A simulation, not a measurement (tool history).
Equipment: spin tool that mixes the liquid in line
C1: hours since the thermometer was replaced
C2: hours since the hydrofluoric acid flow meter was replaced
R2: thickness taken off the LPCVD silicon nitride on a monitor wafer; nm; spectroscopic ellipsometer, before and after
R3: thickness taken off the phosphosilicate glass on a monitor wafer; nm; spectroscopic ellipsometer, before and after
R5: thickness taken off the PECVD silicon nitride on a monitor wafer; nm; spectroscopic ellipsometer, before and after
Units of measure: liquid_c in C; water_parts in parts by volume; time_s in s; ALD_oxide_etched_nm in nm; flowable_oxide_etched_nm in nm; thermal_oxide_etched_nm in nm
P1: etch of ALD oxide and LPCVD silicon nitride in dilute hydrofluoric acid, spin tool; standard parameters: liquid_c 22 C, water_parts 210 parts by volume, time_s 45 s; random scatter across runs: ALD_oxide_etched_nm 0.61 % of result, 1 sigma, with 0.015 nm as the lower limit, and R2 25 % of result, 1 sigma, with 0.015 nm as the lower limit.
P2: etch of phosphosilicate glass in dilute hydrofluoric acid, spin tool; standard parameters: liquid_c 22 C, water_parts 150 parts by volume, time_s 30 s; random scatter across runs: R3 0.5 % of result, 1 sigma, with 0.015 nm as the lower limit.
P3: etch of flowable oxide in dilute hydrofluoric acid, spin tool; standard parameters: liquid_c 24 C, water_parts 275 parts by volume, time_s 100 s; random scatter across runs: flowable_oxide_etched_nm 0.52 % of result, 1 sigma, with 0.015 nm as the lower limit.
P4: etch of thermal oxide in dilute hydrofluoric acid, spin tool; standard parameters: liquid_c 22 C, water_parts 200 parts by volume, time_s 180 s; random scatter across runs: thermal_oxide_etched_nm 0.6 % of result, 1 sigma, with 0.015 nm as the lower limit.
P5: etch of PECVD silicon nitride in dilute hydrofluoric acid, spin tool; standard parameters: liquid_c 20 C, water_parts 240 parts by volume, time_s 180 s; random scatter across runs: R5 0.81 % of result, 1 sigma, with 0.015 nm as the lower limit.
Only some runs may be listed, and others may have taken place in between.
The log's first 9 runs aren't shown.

{"run": 10, "hour": 69.6, "process": "P1", "liquid_c": 22, "water_parts": 130, "time_s": 45, "C1": 918.4, "C2": 235.7, "ALD_oxide_etched_nm": 7.3559, "R2": 0.12151}
{"run": 11, "hour": 77.6, "process": "P5", "liquid_c": 20, "water_parts": 240, "time_s": 180, "C1": 926.4, "C2": 243.7, "R5": 3.4303}
{"run": 12, "hour": 85.0, "process": "P3", "liquid_c": 24, "water_parts": 275, "time_s": 100, "C1": 933.8, "C2": 251.1, "flowable_oxide_etched_nm": 12.103}
{"run": 13, "hour": 91.4, "process": "P1", "liquid_c": 22, "water_parts": 210, "time_s": 85, "C1": 940.2, "C2": 257.5, "ALD_oxide_etched_nm": 7.7867, "R2": 0.29299}
{"run": 14, "hour": 97.0, "process": "P2", "liquid_c": 22, "water_parts": 150, "time_s": 30, "C1": 945.8, "C2": 263.1, "R3": 12.38}
{"run": 15, "hour": 102.3, "process": "P4", "liquid_c": 17.5, "water_parts": 200, "time_s": 180, "C1": 951.1, "C2": 268.4, "thermal_oxide_etched_nm": 2.9478}
{"run": 16, "hour": 108.5, "process": "P1", "liquid_c": 22, "water_parts": 340, "time_s": 45, "C1": 957.3, "C2": 274.6, "ALD_oxide_etched_nm": 2.2852, "R2": 0.040112}
{"run": 17, "hour": 113.6, "process": "P5", "liquid_c": 20, "water_parts": 375, "time_s": 180, "C1": 962.4, "C2": 279.7, "R5": 2.2735}
{"run": 18, "hour": 119.8, "process": "P1", "liquid_c": 18, "water_parts": 210, "time_s": 45, "C1": 968.6, "C2": 285.9, "ALD_oxide_etched_nm": 3.5528, "R2": 0.072109}
{"run": 19, "hour": 124.2, "process": "P4", "liquid_c": 22, "water_parts": 355, "time_s": 180, "C1": 973, "C2": 290.3, "thermal_oxide_etched_nm": 1.6793}
{"run": 20, "hour": 130.0, "process": "P4", "liquid_c": 22, "water_parts": 200, "time_s": 180, "C1": 978.8, "C2": 296.1, "thermal_oxide_etched_nm": 3.4726}
{"run": 21, "hour": 134.8, "process": "P1", "liquid_c": 29.5, "water_parts": 350, "time_s": 45, "C1": 983.6, "C2": 300.9, "ALD_oxide_etched_nm": 2.768, "R2": 0.10988}
{"run": 22, "hour": 141.5, "process": "P3", "liquid_c": 24, "water_parts": 135, "time_s": 100, "C1": 990.3, "C2": 307.6, "flowable_oxide_etched_nm": 28.624}
{"run": 23, "hour": 149.5, "process": "P1", "liquid_c": 22, "water_parts": 210, "time_s": 45, "C1": 998.3, "C2": 315.6, "ALD_oxide_etched_nm": 4.0631, "R2": 0.11826}
{"run": 24, "hour": 154.1, "process": "P1", "liquid_c": 22, "water_parts": 210, "time_s": 45, "C1": 1002.9, "C2": 320.2, "ALD_oxide_etched_nm": 4.1613, "R2": 0.14011}
{"run": 25, "hour": 163.1, "process": "P5", "liquid_c": 20, "water_parts": 240, "time_s": 180, "C1": 1011.9, "C2": 329.2, "R5": 3.4614}
{"run": 26, "hour": 167.3, "process": "P5", "liquid_c": 20, "water_parts": 240, "time_s": 345, "C1": 1016.1, "C2": 333.4, "R5": 6.6198}
{"run": 27, "hour": 172.1, "process": "P5", "liquid_c": 17, "water_parts": 240, "time_s": 180, "C1": 1020.9, "C2": 338.2, "R5": 2.8443}
{"run": 28, "hour": 181.5, "process": "P2", "liquid_c": 27.5, "water_parts": 150, "time_s": 30, "C1": 1030.3, "C2": 347.6, "R3": 15.318}
{"run": 29, "hour": 188.4, "process": "P1", "liquid_c": 22, "water_parts": 210, "time_s": 45, "C1": 1037.2, "C2": 354.5, "ALD_oxide_etched_nm": 4.1456, "R2": 0.080966}
{"run": 30, "hour": 197.1, "process": "P3", "liquid_c": 32, "water_parts": 275, "time_s": 100, "C1": 1045.9, "C2": 363.2, "flowable_oxide_etched_nm": 15.859}
{"run": 31, "hour": 201.7, "process": "P1", "liquid_c": 22, "water_parts": 210, "time_s": 20, "C1": 1050.5, "C2": 367.8, "ALD_oxide_etched_nm": 1.8587, "R2": 0.027975}
{"run": 32, "hour": 208.7, "process": "P4", "liquid_c": 22, "water_parts": 200, "time_s": 265, "C1": 1057.5, "C2": 374.8, "thermal_oxide_etched_nm": 5.292}
{"run": 33, "hour": 216.4, "process": "P1", "liquid_c": 29, "water_parts": 360, "time_s": 45, "C1": 1065.2, "C2": 382.5, "ALD_oxide_etched_nm": 2.6264, "R2": 0.16105}

What will run 34 give?
{"run": 34, "hour": 225.2, "process": "P1", "liquid_c": 22, "water_parts": 210, "time_s": 45, "C1": 1074, "C2": 391.3, "ALD_oxide_etched_nm": "?", "R2": "?"}

{"run 34": {"ALD_oxide_etched_nm": 4.1424, "R2": 0.073989}}
